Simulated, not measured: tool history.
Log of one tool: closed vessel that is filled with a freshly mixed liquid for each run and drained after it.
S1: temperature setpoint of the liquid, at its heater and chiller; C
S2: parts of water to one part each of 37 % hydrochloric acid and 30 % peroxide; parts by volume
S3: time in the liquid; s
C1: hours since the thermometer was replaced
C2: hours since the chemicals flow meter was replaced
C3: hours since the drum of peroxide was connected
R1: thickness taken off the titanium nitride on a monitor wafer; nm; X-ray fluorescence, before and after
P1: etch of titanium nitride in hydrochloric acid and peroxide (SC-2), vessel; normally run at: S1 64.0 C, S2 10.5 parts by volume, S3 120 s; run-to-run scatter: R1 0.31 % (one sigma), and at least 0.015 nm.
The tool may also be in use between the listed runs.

{"run": 1, "hour": 7.2, "S1": 64.0, "S2": 10.5, "S3": 120, "C1": 97.6, "C2": 831.3, "C3": 311.0, "R1": 7.1966}
{"run": 2, "hour": 11.5, "S1": 64.0, "S2": 10.5, "S3": 120, "C1": 101.9, "C2": 835.6, "C3": 315.3, "R1": 7.1723}
{"run": 3, "hour": 17.5, "S1": 48.5, "S2": 10.5, "S3": 120, "C1": 107.9, "C2": 841.6, "C3": 321.3, "R1": 2.6941}
{"run": 4, "hour": 25.4, "S1": 64.0, "S2": 4.0, "S3": 120, "C1": 115.8, "C2": 849.5, "C3": 329.2, "R1": 14.947}
{"run": 5, "hour": 29.4, "S1": 72.0, "S2": 10.5, "S3": 120, "C1": 119.8, "C2": 853.5, "C3": 333.2, "R1": 11.684}
{"run": 6, "hour": 35.5, "S1": 64.0, "S2": 10.5, "S3": 120, "C1": 125.9, "C2": 859.6, "C3": 339.3, "R1": 7.1919}
{"run": 7, "hour": 44.0, "S1": 64.0, "S2": 10.5, "S3": 30, "C1": 134.4, "C2": 868.1, "C3": 347.8, "R1": 1.8084}
{"run": 8, "hour": 50.1, "S1": 64.0, "S2": 18.5, "S3": 120, "C1": 140.5, "C2": 874.2, "C3": 353.9, "R1": 4.3998}
{"hour": 50.9, "done": "new drum of peroxide connected"}
{"run": 9, "hour": 57.4, "S1": 53.5, "S2": 10.5, "S3": 195, "C1": 147.8, "C2": 881.5, "C3": 6.5, "R1": 6.0754}
{"run": 10, "hour": 61.8, "S1": 64.0, "S2": 17.5, "S3": 30, "C1": 152.2, "C2": 885.9, "C3": 10.9, "R1": 1.156}
{"run": 11, "hour": 69.3, "S1": 64.0, "S2": 10.5, "S3": 120, "C1": 159.7, "C2": 893.4, "C3": 18.4, "R1": 7.2415}

The next listed run, before its measurement:
{"run": 12, "hour": 73.1, "S1": 64.0, "S2": 14.5, "S3": 60, "C1": 163.5, "C2": 897.2, "C3": 22.2, "R1": "?"}

R1: 2.7618 nm
